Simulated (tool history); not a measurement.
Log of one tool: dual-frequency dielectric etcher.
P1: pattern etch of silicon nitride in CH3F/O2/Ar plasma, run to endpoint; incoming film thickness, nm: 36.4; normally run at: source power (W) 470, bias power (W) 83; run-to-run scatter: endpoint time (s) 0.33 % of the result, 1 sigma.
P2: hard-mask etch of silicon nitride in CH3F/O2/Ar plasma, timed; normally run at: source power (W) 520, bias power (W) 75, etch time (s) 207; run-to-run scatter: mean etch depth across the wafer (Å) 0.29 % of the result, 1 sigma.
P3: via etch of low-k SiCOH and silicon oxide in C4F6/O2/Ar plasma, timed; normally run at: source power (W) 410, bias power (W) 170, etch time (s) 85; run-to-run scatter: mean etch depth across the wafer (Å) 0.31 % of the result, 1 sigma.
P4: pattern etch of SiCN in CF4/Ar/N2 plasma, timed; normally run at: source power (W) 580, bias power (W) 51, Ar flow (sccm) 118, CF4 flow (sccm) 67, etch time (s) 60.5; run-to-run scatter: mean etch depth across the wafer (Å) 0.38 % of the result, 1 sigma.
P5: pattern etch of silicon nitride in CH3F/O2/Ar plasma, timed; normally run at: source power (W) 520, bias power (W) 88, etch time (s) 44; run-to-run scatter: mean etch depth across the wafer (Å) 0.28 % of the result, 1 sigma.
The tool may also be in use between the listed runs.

run     day  process that ran  source power (W)  bias power (W)  etch time (s)  Ar flow (sccm)  CF4 flow (sccm)  hours since the last wet clean  hours since the last source power generator calibration  hours since the last bias power generator calibration  endpoint time (s)  mean etch depth across the wafer (Å)
  1   0.358                P1               470              83                                                                           345.3                                                   1760.2                                                  513.9             46.156
  2    0.85                P5               370              88             44                                                            357.1                                                     1772                                                  525.7                                                   304.68
  3   1.371                P4               580              51           60.5             118               79                           369.6                                                   1784.5                                                  538.2                                                   575.07
  4   2.046                P3               410             170             51                                                            385.8                                                   1800.7                                                  554.4                                                     1409
  5   2.783                P3               320             170             85                                                            403.5                                                   1818.4                                                  572.1                                                   2135.6
  6   3.275                P1               320              83                                                                           415.3                                                   1830.2                                                  583.9             53.195
  7   3.742                P2               360              75            207                                                            426.5                                                   1841.4                                                  595.1                                                   1425.7
  8   4.217                P5               520              88             24                                                            437.9                                                   1852.8                                                  606.5                                                   188.92
  9   4.896                P1               470              83                                                                           454.2                                                   1869.1                                                  622.8             46.069
 10    5.45                P4               580              51           60.5              85               67                           467.5                                                   1882.4                                                  636.1                                                   595.18
 11    6.15                P2               520              91            207                                                            484.3                                                   1899.2                                                  652.9                                                   1749.6
 12   6.708                P1               470             104                                                                           497.7                                                   1912.6                                                  666.3             42.537
 13   7.496                P1               470              83                                                                           516.6                                                   1931.5                                                  685.2             46.014
      7.558  -- bias power generator calibrated
 14   8.288                P5               520              88             44                                                            535.6                                                   1950.5                                                   17.5                                                    344.9
 15   8.817                P1               470              83                                                                           548.3                                                   1963.2                                                   30.2             46.134
 16   9.212                P2               520              75            207                                                            557.8                                                   1972.7                                                   39.7                                                   1647.4
 17   9.792                P4               790              51           60.5             118               67                           571.7                                                   1986.6                                                   53.6                                                   739.85
 18  10.467                P1               470              83                                                                           587.9                                                   2002.8                                                   69.8             46.044
 19  11.167                P3               410             211             85                                                            604.7                                                   2019.6                                                   86.6                                                   2515.7
 20  11.796                P1               580              60                                                                           619.8                                                   2034.7                                                  101.7             47.531
 21  12.196                P3               410             170             85                                                            629.4                                                   2044.3                                                  111.3                                                   2341.3
 22  12.996                P5               520              88             44                                                            648.6                                                   2063.5                                                  130.5                                                   346.31
 23  13.742                P4               580              68           60.5             118               67                           666.5                                                   2081.4                                                  148.4                                                    616.7
 24  14.229                P3               410             170             85                                                            678.2                                                   2093.1                                                  160.1                                                     2333
 25  14.842                P1               290              53                                                                           692.9                                                   2107.8                                                  174.8             64.417
 26  15.396                P2               520              75            114                                                            706.2                                                   2121.1                                                  188.1                                                   898.53
 27  15.792                P1               570              83                                                                           715.7                                                   2130.6                                                  197.6             42.555
 28  16.192                P5               520             106             44                                                            725.3                                                   2140.2                                                  207.2                                                   368.76
 29   16.65                P4               580              51           60.5             118               67                           736.3                                                   2151.2                                                  218.2                                                   563.44
 30  17.362                P1               470              83                                                                           753.4                                                   2168.3                                                  235.3             46.092
 31  17.992                P4               580              51           84.5             118               67                           768.5                                                   2183.4                                                  250.4                                                   780.03
 32   18.75                P1               470              57                                                                           786.7                                                   2201.6                                                  268.6             52.419
 33  19.129                P4               580              51           60.5             118               67                           795.8                                                   2210.7                                                  277.7                                                   561.79
 34  19.662                P1               470              83                                                                           808.6                                                   2223.5                                                  290.5             46.377
 35  20.329                P1               470              83                                                                           824.6                                                   2239.5                                                  306.5             45.707
 36  20.912                P1               470              83                                                                           838.6                                                   2253.5                                                  320.5             45.773
 37  21.475                P1               470              83                                                                           852.1                                                     2267                                                    334             45.844
 38  22.196                P1               470              83                                                                           869.4                                                   2284.3                                                  351.3             45.449
 39  22.588                P1               470              83                                                                           878.8                                                   2293.7                                                  360.7             45.454
 40  23.362                P1               470              83                                                                           897.4                                                   2312.3                                                  379.3             45.345
 41      24                P1               470              83                                                                           912.7                                                   2327.6                                                  394.6              45.08
      24.45  -- wet clean of the chamber
 42  24.529                P1               470              83                                                                             1.9                                                   2340.3                                                  407.3             45.086
 43  24.929                P1               470              83                                                                            11.5                                                   2349.9                                                  416.9             45.474
 44  25.467                P1               470              83                                                                            24.4                                                   2362.8                                                  429.8             45.202
 45  26.117                P1               470              83                                                                              40                                                   2378.4                                                  445.4             45.064

What P1 gives has crept away from where it was. These 2 causes fit the log equally well, each at the size given:
A: source power that arrives over what is set, % = 4.49
B: bias power that arrives over what is set, % = 4.84
The creep began at about day 19.662.
Why every other cause is out:
chamber walls in a state that raises the etch rate, %: serviced at day 24.45, which brought nothing back

4 check runs are offered, each on 2 wafers whose results are averaged, their results left as question marks. Which one tells the causes apart?
check 1  26.767                P5               520             102             25                                                                                                                                                                                                                                         ?
check 2  26.767                P4               740              51           60.5             118               67                                                                                                                                                                                                        ?
check 3  26.767                P2               430              75            114                                                                                                                                                                                                                                         ?
check 4  26.767                P3               410             170             67                                                                                                                                                                                                                                         ?

What each check would give under each cause:
  check                                result    if A    if B
check 1  mean etch depth across the wafer (Å)   210.6  210.76
check 2  mean etch depth across the wafer (Å)  724.15  707.08
check 3  mean etch depth across the wafer (Å)  853.99  853.74
check 4  mean etch depth across the wafer (Å)  1878.1  1873.6
How far apart the two closest causes lie, in the result that separates them most: check 1 0.08 %; check 2 2.39 %; check 3 0.03 %; check 4 0.24 %
Only check 2 tells the causes apart: in the others they would give nearly the same result.

Check 2 was then run and gave: mean etch depth across the wafer (Å) 725.06. Which cause is it?

It is A: source power that arrives over what is set, %.

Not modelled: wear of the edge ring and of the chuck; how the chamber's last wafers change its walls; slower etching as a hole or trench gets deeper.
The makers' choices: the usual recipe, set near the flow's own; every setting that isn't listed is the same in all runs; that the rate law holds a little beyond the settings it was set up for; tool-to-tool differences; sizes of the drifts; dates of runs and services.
